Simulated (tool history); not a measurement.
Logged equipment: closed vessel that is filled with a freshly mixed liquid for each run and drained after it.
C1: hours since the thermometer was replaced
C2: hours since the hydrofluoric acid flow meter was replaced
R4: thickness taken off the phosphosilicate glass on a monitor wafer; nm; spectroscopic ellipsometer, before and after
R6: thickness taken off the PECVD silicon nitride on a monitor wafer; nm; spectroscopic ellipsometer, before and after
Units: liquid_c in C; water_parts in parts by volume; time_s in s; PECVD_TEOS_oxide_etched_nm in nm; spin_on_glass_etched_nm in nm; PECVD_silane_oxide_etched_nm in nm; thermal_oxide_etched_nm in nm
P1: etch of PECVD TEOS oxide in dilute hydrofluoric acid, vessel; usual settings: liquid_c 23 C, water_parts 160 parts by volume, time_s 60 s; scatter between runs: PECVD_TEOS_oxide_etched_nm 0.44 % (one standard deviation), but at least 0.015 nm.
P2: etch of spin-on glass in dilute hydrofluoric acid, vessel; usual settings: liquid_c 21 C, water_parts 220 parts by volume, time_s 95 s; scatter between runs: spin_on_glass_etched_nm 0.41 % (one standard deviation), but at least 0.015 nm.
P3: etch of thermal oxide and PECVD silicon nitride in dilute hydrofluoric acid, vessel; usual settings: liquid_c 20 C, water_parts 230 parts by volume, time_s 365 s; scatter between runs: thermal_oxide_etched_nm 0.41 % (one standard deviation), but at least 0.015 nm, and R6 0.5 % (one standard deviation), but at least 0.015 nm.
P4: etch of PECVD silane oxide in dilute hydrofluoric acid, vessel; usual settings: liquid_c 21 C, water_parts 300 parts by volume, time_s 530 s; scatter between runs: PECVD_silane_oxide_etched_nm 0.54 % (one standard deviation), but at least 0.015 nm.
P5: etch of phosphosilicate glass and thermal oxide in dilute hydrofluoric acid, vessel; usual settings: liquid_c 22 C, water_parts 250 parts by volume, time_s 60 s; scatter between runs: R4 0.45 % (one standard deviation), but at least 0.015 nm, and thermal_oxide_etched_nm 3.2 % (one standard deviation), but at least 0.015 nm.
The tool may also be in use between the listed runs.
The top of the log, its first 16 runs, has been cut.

{"run": 17, "hour": 212.2, "process": "P2", "liquid_c": 21, "water_parts": 220, "time_s": 95, "C1": 978.7, "C2": 999, "spin_on_glass_etched_nm": 14.642}
{"run": 18, "hour": 219.4, "process": "P4", "liquid_c": 21, "water_parts": 300, "time_s": 530, "C1": 985.9, "C2": 1006.2, "PECVD_silane_oxide_etched_nm": 53.85}
{"run": 19, "hour": 229.3, "process": "P1", "liquid_c": 19, "water_parts": 160, "time_s": 60, "C1": 995.8, "C2": 1016.1, "PECVD_TEOS_oxide_etched_nm": 6.4315}
{"run": 20, "hour": 245.3, "process": "P1", "liquid_c": 23, "water_parts": 160, "time_s": 60, "C1": 1011.8, "C2": 1032.1, "PECVD_TEOS_oxide_etched_nm": 7.51}
{"hour": 257.3, "done": "hydrofluoric acid flow meter replaced"}
{"run": 21, "hour": 257.4, "process": "P1", "liquid_c": 23, "water_parts": 75, "time_s": 60, "C1": 1023.9, "C2": 0.2, "PECVD_TEOS_oxide_etched_nm": 17.608}
{"run": 22, "hour": 270.5, "process": "P4", "liquid_c": 17, "water_parts": 300, "time_s": 530, "C1": 1037, "C2": 13.3, "PECVD_silane_oxide_etched_nm": 47.002}
{"run": 23, "hour": 285.4, "process": "P5", "liquid_c": 22, "water_parts": 250, "time_s": 60, "C1": 1051.9, "C2": 28.2, "R4": 37.072, "thermal_oxide_etched_nm": 0.8477}
{"run": 24, "hour": 300.0, "process": "P2", "liquid_c": 17, "water_parts": 220, "time_s": 95, "C1": 1066.5, "C2": 42.8, "spin_on_glass_etched_nm": 12.661}
{"run": 25, "hour": 315.9, "process": "P3", "liquid_c": 20, "water_parts": 70, "time_s": 365, "C1": 1082.4, "C2": 58.7, "thermal_oxide_etched_nm": 22.091, "R6": 20.605}
{"run": 26, "hour": 323.8, "process": "P5", "liquid_c": 22, "water_parts": 250, "time_s": 60, "C1": 1090.3, "C2": 66.6, "R4": 36.989, "thermal_oxide_etched_nm": 0.85677}
{"run": 27, "hour": 338.9, "process": "P4", "liquid_c": 21, "water_parts": 300, "time_s": 835, "C1": 1105.4, "C2": 81.7, "PECVD_silane_oxide_etched_nm": 86.077}
{"run": 28, "hour": 346.9, "process": "P3", "liquid_c": 20, "water_parts": 230, "time_s": 365, "C1": 1113.4, "C2": 89.7, "thermal_oxide_etched_nm": 5.7498, "R6": 6.5037}
{"run": 29, "hour": 356.8, "process": "P2", "liquid_c": 21, "water_parts": 220, "time_s": 95, "C1": 1123.3, "C2": 99.6, "spin_on_glass_etched_nm": 14.694}
{"run": 30, "hour": 370.2, "process": "P1", "liquid_c": 23, "water_parts": 160, "time_s": 60, "C1": 1136.7, "C2": 113, "PECVD_TEOS_oxide_etched_nm": 7.5024}
{"run": 31, "hour": 380.5, "process": "P1", "liquid_c": 23, "water_parts": 250, "time_s": 60, "C1": 1147, "C2": 123.3, "PECVD_TEOS_oxide_etched_nm": 4.3323}
{"run": 32, "hour": 390.5, "process": "P5", "liquid_c": 29, "water_parts": 250, "time_s": 60, "C1": 1157, "C2": 133.3, "R4": 47.168, "thermal_oxide_etched_nm": 1.1474}
{"run": 33, "hour": 398.6, "process": "P1", "liquid_c": 23, "water_parts": 160, "time_s": 100, "C1": 1165.1, "C2": 141.4, "PECVD_TEOS_oxide_etched_nm": 12.625}
{"run": 34, "hour": 411.8, "process": "P1", "liquid_c": 23, "water_parts": 160, "time_s": 60, "C1": 1178.3, "C2": 154.6, "PECVD_TEOS_oxide_etched_nm": 7.5677}
{"run": 35, "hour": 420.0, "process": "P1", "liquid_c": 23, "water_parts": 160, "time_s": 60, "C1": 1186.5, "C2": 162.8, "PECVD_TEOS_oxide_etched_nm": 7.2807}

Expected results for the next run?
{"run": 36, "hour": 430.5, "process": "P1", "liquid_c": 23, "water_parts": 160, "time_s": 60, "C1": 1197, "C2": 173.3, "PECVD_TEOS_oxide_etched_nm": "?"}

Run 36 measured PECVD_TEOS_oxide_etched_nm 7.2575 nm.

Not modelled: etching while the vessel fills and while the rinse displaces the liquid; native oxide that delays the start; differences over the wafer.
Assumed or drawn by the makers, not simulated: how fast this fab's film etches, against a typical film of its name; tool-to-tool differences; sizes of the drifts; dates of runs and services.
